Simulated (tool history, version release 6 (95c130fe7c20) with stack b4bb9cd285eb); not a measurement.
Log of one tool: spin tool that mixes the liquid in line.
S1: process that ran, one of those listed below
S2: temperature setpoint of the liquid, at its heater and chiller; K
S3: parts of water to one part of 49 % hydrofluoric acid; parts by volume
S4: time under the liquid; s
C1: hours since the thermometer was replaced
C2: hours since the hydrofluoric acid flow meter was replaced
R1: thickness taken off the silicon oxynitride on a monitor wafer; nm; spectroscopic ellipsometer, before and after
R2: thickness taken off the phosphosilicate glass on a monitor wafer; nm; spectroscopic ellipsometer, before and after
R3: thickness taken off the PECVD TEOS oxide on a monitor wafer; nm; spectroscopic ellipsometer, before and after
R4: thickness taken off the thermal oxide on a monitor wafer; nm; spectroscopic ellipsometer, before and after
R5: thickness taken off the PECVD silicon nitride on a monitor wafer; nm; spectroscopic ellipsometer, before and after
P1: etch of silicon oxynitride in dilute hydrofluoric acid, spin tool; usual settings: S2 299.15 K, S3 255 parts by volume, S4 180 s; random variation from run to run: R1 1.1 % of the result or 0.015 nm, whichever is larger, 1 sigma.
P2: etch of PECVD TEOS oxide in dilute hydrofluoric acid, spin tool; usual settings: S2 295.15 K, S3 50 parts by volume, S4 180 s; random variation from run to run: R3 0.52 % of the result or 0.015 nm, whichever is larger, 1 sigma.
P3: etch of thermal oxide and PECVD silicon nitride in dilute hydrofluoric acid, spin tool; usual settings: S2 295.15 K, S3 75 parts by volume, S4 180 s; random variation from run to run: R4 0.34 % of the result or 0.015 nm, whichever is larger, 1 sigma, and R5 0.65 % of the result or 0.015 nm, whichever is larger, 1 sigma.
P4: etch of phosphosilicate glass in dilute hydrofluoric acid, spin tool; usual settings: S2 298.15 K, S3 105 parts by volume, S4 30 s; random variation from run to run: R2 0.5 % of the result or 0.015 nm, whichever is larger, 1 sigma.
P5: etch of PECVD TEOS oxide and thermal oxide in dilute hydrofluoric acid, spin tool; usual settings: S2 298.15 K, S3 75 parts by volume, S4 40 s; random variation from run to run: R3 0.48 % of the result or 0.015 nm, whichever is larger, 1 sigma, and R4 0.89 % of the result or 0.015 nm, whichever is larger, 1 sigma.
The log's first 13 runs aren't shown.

Run 14, hour 142.2: S1 P2, S2 295.15 K, S3 50 parts by volume, S4 350 s; C1 425.5; C2 485. Result: R3 82.721 nm.
Run 15, hour 154.5: S1 P1, S2 299.15 K, S3 405 parts by volume, S4 180 s; C1 437.8; C2 497.3. Result: R1 1.3476 nm.
Run 16, hour 165.6: S1 P1, S2 299.15 K, S3 140 parts by volume, S4 275 s; C1 448.9; C2 508.4. Result: R1 7.0655 nm.
At hour 166.7: hydrofluoric acid flow meter replaced.
Run 17, hour 177.9: S1 P3, S2 295.15 K, S3 75 parts by volume, S4 180 s; C1 461.2; C2 11.2. Result: R4 11.035 nm, R5 3.6721 nm.
Run 18, hour 187: S1 P1, S2 299.15 K, S3 255 parts by volume, S4 180 s; C1 470.3; C2 20.3. Result: R1 2.2893 nm.
Run 19, hour 199: S1 P2, S2 295.15 K, S3 85 parts by volume, S4 180 s; C1 482.3; C2 32.3. Result: R3 23.803 nm.
Run 20, hour 206.9: S1 P2, S2 295.15 K, S3 50 parts by volume, S4 180 s; C1 490.2; C2 40.2. Result: R3 42.07 nm.
Run 21, hour 220.5: S1 P5, S2 298.15 K, S3 75 parts by volume, S4 40 s; C1 503.8; C2 53.8. Result: R3 6.0223 nm, R4 2.5252 nm.
Run 22, hour 230.2: S1 P5, S2 298.15 K, S3 75 parts by volume, S4 40 s; C1 513.5; C2 63.5. Result: R3 6.029 nm, R4 2.505 nm.

The next listed run, before its measurement:
Run 23, hour 242.9: S1 P5, S2 298.15 K, S3 75 parts by volume, S4 60 s; C1 526.2; C2 76.2. Result: R3 ?, R4 ?.

{"run 23": {"R3": 8.9615, "R4": 3.7774}}

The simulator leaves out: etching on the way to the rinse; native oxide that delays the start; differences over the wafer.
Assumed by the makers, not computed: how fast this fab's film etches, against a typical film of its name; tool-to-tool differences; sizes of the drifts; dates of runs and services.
